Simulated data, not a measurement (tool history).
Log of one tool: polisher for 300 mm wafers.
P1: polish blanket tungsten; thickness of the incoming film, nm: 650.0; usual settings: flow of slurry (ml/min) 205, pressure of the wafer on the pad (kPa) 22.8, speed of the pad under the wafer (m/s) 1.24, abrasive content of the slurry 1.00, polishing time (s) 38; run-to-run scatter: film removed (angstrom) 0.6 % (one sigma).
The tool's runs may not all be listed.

run,hour,flow of slurry (ml/min),pressure of the wafer on the pad (kPa),speed of the pad under the wafer (m/s),abrasive content of the slurry,polishing time (s),wafers polished on this pad,hours since the slurry nozzle was cleaned,hours since the head pressure was calibrated,hours since the slurry blender was calibrated,hours since the slurry got fresh peroxide,film removed (angstrom)
1,12.1,205,22.8,1.24,1.00,38,957,440.1,635.4,121.5,98.3,1753.30
2,26.6,205,22.8,1.24,1.00,38,1149,454.6,649.9,136.0,112.8,1767.30
# hour 27.3: slurry nozzle cleaned
3,37.0,125,17.2,1.24,1.00,38,1286,9.7,660.3,146.4,123.2,1228.00
4,47.4,205,35.2,1.24,1.00,38,1424,20.1,670.7,156.8,133.6,2722.50
5,56.0,205,22.8,1.24,1.00,38,1537,28.7,679.3,165.4,142.2,1752.50
6,67.3,205,22.8,1.24,1.00,38,1687,40.0,690.6,176.7,153.5,1751.50
7,80.3,205,22.8,1.24,1.00,53,1858,53.0,703.6,189.7,166.5,2450.50
8,91.6,125,22.8,1.24,1.00,38,2008,64.3,714.9,201.0,177.8,1622.10
9,104.0,260,22.8,1.24,1.00,38,2171,76.7,727.3,213.4,190.2,1798.20
10,111.2,205,11.0,1.24,1.00,38,2266,83.9,734.5,220.6,197.4,854.73
11,120.1,205,22.8,0.62,1.00,38,2384,92.8,743.4,229.5,206.3,879.30
# hour 123.4: slurry tank refilled with fresh slurry and peroxide
12,127.7,205,22.8,1.24,1.45,38,2484,100.4,751.0,237.1,4.3,1928.40
13,137.6,205,22.8,1.24,0.65,38,2615,110.3,760.9,247.0,14.2,1582.00
14,146.4,205,22.8,1.88,1.00,38,2731,119.1,769.7,255.8,23.0,2644.40
15,159.8,205,22.8,1.24,1.00,19,2908,132.5,783.1,269.2,36.4,873.65
16,173.2,205,22.8,1.24,1.00,38,3085,145.9,796.5,282.6,49.8,1756.20
17,187.9,205,22.8,1.24,1.00,38,3280,160.6,811.2,297.3,64.5,1708.40

The next listed run, before its measurement:
18,195.6,205,22.8,1.24,1.00,38,3381,168.3,818.9,305.0,72.2,?

Run 18 gave film removed (angstrom) 1697.30.
